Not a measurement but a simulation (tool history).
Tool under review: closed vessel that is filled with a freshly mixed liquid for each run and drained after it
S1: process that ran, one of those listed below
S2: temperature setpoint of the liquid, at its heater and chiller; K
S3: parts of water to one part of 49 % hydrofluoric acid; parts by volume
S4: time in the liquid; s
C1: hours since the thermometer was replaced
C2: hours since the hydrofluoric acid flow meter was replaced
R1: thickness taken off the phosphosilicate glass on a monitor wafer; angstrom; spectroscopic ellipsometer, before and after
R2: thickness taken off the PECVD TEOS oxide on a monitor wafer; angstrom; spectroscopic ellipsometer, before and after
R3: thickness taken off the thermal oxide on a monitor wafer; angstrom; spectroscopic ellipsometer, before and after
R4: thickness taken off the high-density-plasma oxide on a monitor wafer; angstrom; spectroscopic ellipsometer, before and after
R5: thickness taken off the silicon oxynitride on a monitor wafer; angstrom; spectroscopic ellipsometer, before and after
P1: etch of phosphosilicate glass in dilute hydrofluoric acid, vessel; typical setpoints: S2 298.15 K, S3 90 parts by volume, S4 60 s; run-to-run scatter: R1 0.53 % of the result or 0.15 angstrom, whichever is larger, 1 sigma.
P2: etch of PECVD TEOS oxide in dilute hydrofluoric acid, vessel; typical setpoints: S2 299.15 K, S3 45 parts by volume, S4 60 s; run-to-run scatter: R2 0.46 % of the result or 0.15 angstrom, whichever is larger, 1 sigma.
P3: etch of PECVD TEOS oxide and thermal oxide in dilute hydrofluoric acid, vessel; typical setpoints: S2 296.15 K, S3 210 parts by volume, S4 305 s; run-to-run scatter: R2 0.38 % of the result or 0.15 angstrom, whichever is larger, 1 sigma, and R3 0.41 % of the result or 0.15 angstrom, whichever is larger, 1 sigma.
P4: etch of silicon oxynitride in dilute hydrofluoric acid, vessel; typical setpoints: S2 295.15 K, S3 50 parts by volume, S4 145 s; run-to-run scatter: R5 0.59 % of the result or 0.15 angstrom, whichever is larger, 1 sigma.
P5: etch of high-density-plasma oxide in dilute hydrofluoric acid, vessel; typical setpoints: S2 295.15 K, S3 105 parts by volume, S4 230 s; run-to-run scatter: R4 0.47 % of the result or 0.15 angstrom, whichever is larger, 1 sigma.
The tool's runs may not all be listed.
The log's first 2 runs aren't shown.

run 3 hour=46.9 | S1=P1 S2=298.15 S3=90 S4=60 | C1=367.8 C2=246.5 | R1=1001.60
run 4 hour=59.3 | S1=P3 S2=290.15 S3=210 S4=305 | C1=380.2 C2=258.9 | R2=183.90 R3=45.079
run 5 hour=76.4 | S1=P5 S2=295.15 S3=105 S4=230 | C1=397.3 C2=276.0 | R4=133.220
run 6 hour=91.8 | S1=P2 S2=299.15 S3=45 S4=115 | C1=412.7 C2=291.4 | R2=573.04
run 7 hour=106.8 | S1=P1 S2=298.15 S3=90 S4=30 | C1=427.7 C2=306.4 | R1=499.99
run 8 hour=115.6 | S1=P4 S2=290.15 S3=50 S4=145 | C1=436.5 C2=315.2 | R5=30.508
run 9 hour=132.1 | S1=P1 S2=298.15 S3=25 S4=60 | C1=453.0 C2=331.7 | R1=3961.30
run 10 hour=148.2 | S1=P2 S2=306.15 S3=45 S4=60 | C1=469.1 C2=347.8 | R2=393.88
run 11 hour=160.4 | S1=P3 S2=296.15 S3=210 S4=305 | C1=481.3 C2=360.0 | R2=233.91 R3=57.359
run 12 hour=177.5 | S1=P1 S2=291.65 S3=90 S4=60 | C1=498.4 C2=377.1 | R1=768.42
run 13 hour=187.0 | S1=P1 S2=298.15 S3=90 S4=60 | C1=507.9 C2=386.6 | R1=1005.90
run 14 hour=204.5 | S1=P4 S2=295.15 S3=50 S4=145 | C1=525.4 C2=404.1 | R5=39.194
run 15 hour=215.8 | S1=P1 S2=305.15 S3=90 S4=60 | C1=536.7 C2=415.4 | R1=1302.00
run 16 hour=226.0 | S1=P1 S2=298.15 S3=90 S4=60 | C1=546.9 C2=425.6 | R1=1004.50
run 17 hour=240.9 | S1=P3 S2=296.15 S3=35 S4=305 | C1=561.8 C2=440.5 | R2=1724.90 R3=421.750
run 18 hour=255.7 | S1=P1 S2=298.15 S3=90 S4=120 | C1=576.6 C2=455.3 | R1=2009.60
run 19 hour=266.8 | S1=P2 S2=299.15 S3=20 S4=60 | C1=587.7 C2=466.4 | R2=699.04
run 20 hour=283.1 | S1=P5 S2=295.15 S3=25 S4=230 | C1=604.0 C2=482.7 | R4=613.240
run 21 hour=300.5 | S1=P1 S2=298.15 S3=90 S4=60 | C1=621.4 C2=500.1 | R1=1005.70
run 22 hour=313.3 | S1=P1 S2=290.65 S3=90 S4=115 | C1=634.2 C2=512.9 | R1=1407.60
run 23 hour=331.6 | S1=P2 S2=299.15 S3=45 S4=60 | C1=652.5 C2=531.2 | R2=300.86
run 24 hour=344.0 | S1=P5 S2=295.15 S3=105 S4=50 | C1=664.9 C2=543.6 | R4=29.372
run 25 hour=353.6 | S1=P5 S2=290.15 S3=105 S4=230 | C1=674.5 C2=553.2 | R4=108.560
run 26 hour=364.5 | S1=P3 S2=296.15 S3=210 S4=525 | C1=685.4 C2=564.1 | R2=401.76 R3=98.469

Predict the results of run 27:
run 27 hour=375.9 | S1=P4 S2=295.15 S3=20 S4=145 | C1=696.8 C2=575.5 | R5=?

{"run 27": {"R5": 100.05}}
